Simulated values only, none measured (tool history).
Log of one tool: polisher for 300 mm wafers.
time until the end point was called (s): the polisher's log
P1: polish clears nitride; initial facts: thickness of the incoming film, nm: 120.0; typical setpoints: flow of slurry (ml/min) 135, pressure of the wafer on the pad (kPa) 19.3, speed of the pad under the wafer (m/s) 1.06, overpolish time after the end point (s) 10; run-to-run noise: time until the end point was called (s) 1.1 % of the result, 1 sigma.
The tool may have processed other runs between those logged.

run,hour,flow of slurry (ml/min),pressure of the wafer on the pad (kPa),speed of the pad under the wafer (m/s),overpolish time after the end point (s),wafers polished on this pad,hours since the slurry nozzle was cleaned,hours since the head pressure was calibrated,time until the end point was called (s)
1,4.1,135,19.3,1.06,10,868,278.4,848.1,140.550
2,11.1,135,19.3,1.06,20,904,285.4,855.1,142.940
3,16.8,135,19.3,1.34,10,932,291.1,860.8,111.000
4,23.7,135,19.3,1.06,10,967,298.0,867.7,140.090
5,32.4,135,9.0,1.06,10,1011,306.7,876.4,300.400
6,39.9,135,19.3,1.06,10,1048,314.2,883.9,141.270
7,44.6,105,19.3,1.06,18,1072,318.9,888.6,149.730
8,48.7,135,19.3,1.06,3,1093,323.0,892.7,138.860
9,56.8,210,19.3,1.06,10,1133,331.1,900.8,128.970
10,63.5,135,19.3,1.06,10,1167,337.8,907.5,139.950
11,70.4,135,29.6,1.06,10,1202,344.7,914.4,90.688
12,79.3,135,19.3,0.58,10,1246,353.6,923.3,256.480
13,88.3,135,27.6,1.06,15,1292,362.6,932.3,98.655
14,93.2,135,19.3,1.06,10,1316,367.5,937.2,137.650
15,98.0,80,19.3,1.06,10,1340,372.3,942.0,157.730
16,105.9,135,19.3,1.06,10,1380,380.2,949.9,141.480
17,110.5,135,19.3,1.06,10,1403,384.8,954.5,139.990
18,116.4,135,19.3,1.06,10,1433,390.7,960.4,143.810
19,121.6,135,19.3,1.06,10,1459,395.9,965.6,152.760
# hour 125.3: head pressure recalibrated
20,128.1,135,19.3,1.06,10,1492,402.4,2.9,151.520
21,137.1,135,19.3,1.06,10,1537,411.4,11.9,151.850

Estimate the outcome of run 22 from the log above:
22,144.7,135,19.3,1.06,10,1575,419.0,19.5,?

Run 22 came out at time until the end point was called (s) 155.320.
